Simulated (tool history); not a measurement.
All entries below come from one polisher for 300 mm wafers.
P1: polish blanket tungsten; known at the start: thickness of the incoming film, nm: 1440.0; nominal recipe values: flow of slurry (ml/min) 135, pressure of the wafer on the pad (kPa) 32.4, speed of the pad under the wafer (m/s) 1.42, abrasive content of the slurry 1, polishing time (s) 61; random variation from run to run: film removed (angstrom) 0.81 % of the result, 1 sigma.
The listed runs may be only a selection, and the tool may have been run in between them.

| run | hour | flow of slurry (ml/min) | pressure of the wafer on the pad (kPa) | speed of the pad under the wafer (m/s) | abrasive content of the slurry | polishing time (s) | film removed (angstrom) |
|---|---|---|---|---|---|---|---|
| 1 | 3.7 | 135 | 32.4 | 1.42 | 1 | 61 | 5485.4 |
| 2 | 7.5 | 135 | 32.4 | 1.42 | 1 | 61 | 5527.9 |
| 3 | 15.7 | 200 | 32.4 | 1.42 | 1 | 61 | 5793.1 |
| 4 | 21.8 | 135 | 32.4 | 1.42 | 1 | 61 | 5482.7 |
| 5 | 26.7 | 135 | 48.3 | 1.42 | 1 | 61 | 8180.4 |
| 6 | 35 | 135 | 32.4 | 2.18 | 1 | 61 | 8342.5 |
| 7 | 42.7 | 135 | 22.1 | 1.42 | 1 | 61 | 3755.8 |
| 8 | 46.8 | 135 | 42.1 | 1.96 | 1 | 61 | 9881.1 |
| 9 | 53.3 | 165 | 32.4 | 1.42 | 1 | 31 | 2898.6 |
|  | 58.8 | slurry nozzle cleaned |
| 10 | 60.9 | 135 | 32.4 | 1.42 | 1 | 90 | 8138.5 |
| 11 | 69.2 | 85 | 32.4 | 1.42 | 1 | 61 | 4920.6 |
| 12 | 76.3 | 135 | 32.4 | 1.42 | 0.5 | 61 | 4633 |
| 13 | 83.8 | 135 | 32.4 | 1.42 | 1 | 61 | 5501.4 |
| 14 | 90.8 | 200 | 32.4 | 1.42 | 1 | 83 | 7965.9 |
| 15 | 96.1 | 135 | 32.4 | 1.42 | 1 | 27 | 2386 |
| 16 | 104 | 135 | 32.4 | 1.42 | 1.35 | 61 | 6011.9 |
| 17 | 112.2 | 135 | 32.4 | 0.96 | 1 | 61 | 3712.5 |
| 18 | 116 | 135 | 32.4 | 1.42 | 1 | 61 | 5433.5 |
| 19 | 120.2 | 135 | 32.4 | 1.42 | 1 | 61 | 5276.4 |

Forecast run 20:
| 20 | 127 | 135 | 32.4 | 1.42 | 1 | 61 | ? |

{"run 20": {"film removed (angstrom)": 5204.9}}
